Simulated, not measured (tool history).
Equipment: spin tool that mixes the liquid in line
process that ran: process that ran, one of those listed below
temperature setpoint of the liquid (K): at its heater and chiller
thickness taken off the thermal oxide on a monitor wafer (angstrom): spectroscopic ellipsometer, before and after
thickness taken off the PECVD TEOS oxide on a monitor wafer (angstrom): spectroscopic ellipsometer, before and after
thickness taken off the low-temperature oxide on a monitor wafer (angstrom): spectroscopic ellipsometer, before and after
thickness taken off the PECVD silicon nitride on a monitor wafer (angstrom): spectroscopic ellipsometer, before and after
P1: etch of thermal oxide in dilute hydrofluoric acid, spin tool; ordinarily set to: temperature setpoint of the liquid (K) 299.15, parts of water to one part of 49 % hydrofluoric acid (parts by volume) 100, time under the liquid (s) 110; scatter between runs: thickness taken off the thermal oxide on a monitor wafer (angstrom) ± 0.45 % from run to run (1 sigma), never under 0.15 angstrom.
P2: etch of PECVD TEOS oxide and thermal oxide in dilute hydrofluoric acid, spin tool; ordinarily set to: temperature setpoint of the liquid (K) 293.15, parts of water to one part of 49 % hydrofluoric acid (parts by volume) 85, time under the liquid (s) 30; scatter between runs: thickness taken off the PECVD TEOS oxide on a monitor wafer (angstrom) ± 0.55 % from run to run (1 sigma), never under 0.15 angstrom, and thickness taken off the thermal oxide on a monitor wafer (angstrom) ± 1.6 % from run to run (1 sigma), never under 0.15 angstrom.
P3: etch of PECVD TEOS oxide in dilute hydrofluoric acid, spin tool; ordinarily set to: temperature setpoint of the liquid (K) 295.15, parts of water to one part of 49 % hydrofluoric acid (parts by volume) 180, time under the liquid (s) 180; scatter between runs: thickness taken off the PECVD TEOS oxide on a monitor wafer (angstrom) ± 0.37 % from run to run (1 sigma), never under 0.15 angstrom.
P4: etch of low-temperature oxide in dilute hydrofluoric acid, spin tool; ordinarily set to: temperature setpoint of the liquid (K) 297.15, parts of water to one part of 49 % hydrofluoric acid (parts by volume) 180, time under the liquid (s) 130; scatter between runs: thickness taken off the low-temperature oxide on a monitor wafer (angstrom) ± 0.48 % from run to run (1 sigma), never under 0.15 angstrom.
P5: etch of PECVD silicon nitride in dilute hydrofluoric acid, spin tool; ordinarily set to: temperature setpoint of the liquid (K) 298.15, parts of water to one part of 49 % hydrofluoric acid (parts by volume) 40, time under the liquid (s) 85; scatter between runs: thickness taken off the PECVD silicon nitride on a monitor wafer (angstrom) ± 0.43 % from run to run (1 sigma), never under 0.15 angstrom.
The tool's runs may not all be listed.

run,hour,process that ran,temperature setpoint of the liquid (K),parts of water to one part of 49 % hydrofluoric acid (parts by volume),time under the liquid (s),thickness taken off the thermal oxide on a monitor wafer (angstrom),thickness taken off the PECVD TEOS oxide on a monitor wafer (angstrom),thickness taken off the low-temperature oxide on a monitor wafer (angstrom),thickness taken off the PECVD silicon nitride on a monitor wafer (angstrom)
1,7.2,P1,299.15,100,110,56.347,,,
2,16.4,P1,299.15,100,40,20.802,,,
3,27.0,P1,299.15,100,110,56.780,,,
4,34.1,P2,293.15,85,15,7.021,24.161,,
5,40.4,P4,297.15,180,130,,,222.12,
6,47.2,P1,304.15,100,110,68.422,,,
7,56.6,P3,295.15,270,180,,149.830,,
8,62.4,P4,297.15,180,190,,,322.45,
9,70.1,P2,290.15,85,30,12.201,42.429,,
10,80.4,P1,299.15,170,110,30.216,,,
# hour 86.8: thermometer replaced
11,88.9,P4,303.15,180,130,,,275.64,
12,100.8,P2,293.15,85,30,14.423,48.702,,
13,112.9,P4,297.15,180,130,,,221.11,
14,124.7,P1,299.15,100,110,56.488,,,
15,137.0,P1,290.65,100,110,39.933,,,
16,148.4,P5,298.15,40,135,,,,202.750
# hour 155.2: hydrofluoric acid flow meter replaced
17,158.3,P1,299.15,100,110,56.446,,,
18,165.6,P3,295.15,180,180,,243.680,,
19,178.2,P1,306.15,50,110,158.180,,,
20,187.1,P2,293.15,85,30,14.032,47.820,,
21,193.5,P1,299.15,45,110,135.240,,,
22,200.0,P3,295.15,180,355,,482.450,,
23,211.4,P5,298.15,40,85,,,,127.630
24,217.4,P3,299.65,180,180,,290.840,,
25,228.6,P1,299.15,100,110,56.692,,,
26,235.3,P4,297.15,330,130,,,105.06,
27,245.6,P1,299.15,100,175,90.454,,,
28,251.5,P5,305.15,40,85,,,,206.240
29,257.1,P2,293.15,50,30,25.288,85.317,,
30,269.3,P5,298.15,65,85,,,,80.453
31,280.2,P1,299.15,100,110,56.312,,,
32,293.2,P1,299.15,100,110,57.682,,,
33,302.7,P1,299.15,100,110,59.465,,,
34,310.6,P1,299.15,100,110,59.138,,,
35,317.5,P1,299.15,100,110,59.733,,,
36,325.8,P1,299.15,100,110,59.657,,,
37,334.0,P1,299.15,100,110,59.328,,,
38,345.3,P1,299.15,100,110,60.245,,,
39,351.8,P1,299.15,100,110,60.105,,,
40,357.9,P1,299.15,100,110,59.030,,,

P1 no longer gives what it gave before; its output has crept away from where it was. The following 2 causes, each at its listed size, fit the log equally well:
A: liquid hotter than its thermometer reads (K) = 1.54
B: hydrofluoric acid flow above the setpoint (%) = 5.41
The drift started at roughly hour 280.2.

Of the 4 check runs listed below, each run on one wafer and each result written as a question mark, which would let you distinguish the listed causes because they would give clearly different results?
check 1,364.0,P2,293.15,85,30,?,?,,
check 2,364.0,P3,295.15,180,180,,?,,
check 3,364.0,P5,298.15,40,85,,,,?
check 4,364.0,P4,297.15,180,130,,,?,

How each check would come out, cause by cause:
check,result,if A,if B
check 1,thickness taken off the thermal oxide on a monitor wafer (angstrom),15.217,15.129
check 1,thickness taken off the PECVD TEOS oxide on a monitor wafer (angstrom),51.241,50.945
check 2,thickness taken off the PECVD TEOS oxide on a monitor wafer (angstrom),259.310,260.360
check 3,thickness taken off the PECVD silicon nitride on a monitor wafer (angstrom),143.030,135.820
check 4,thickness taken off the low-temperature oxide on a monitor wafer (angstrom),234.90,236.25
Minimum pairwise separation of causes per check, each pair taken at its best-separating result: check 1 0.58 %; check 2 0.4 %; check 3 5.17 %; check 4 0.57 %
The other checks would show nearly matching results whichever cause is true, so check 3 is the only one that separates the causes.

After running check 3, the following was obtained: thickness taken off the PECVD silicon nitride on a monitor wafer (angstrom) 142.800. Which cause does this point to?

A is the cause: liquid hotter than its thermometer reads (K).

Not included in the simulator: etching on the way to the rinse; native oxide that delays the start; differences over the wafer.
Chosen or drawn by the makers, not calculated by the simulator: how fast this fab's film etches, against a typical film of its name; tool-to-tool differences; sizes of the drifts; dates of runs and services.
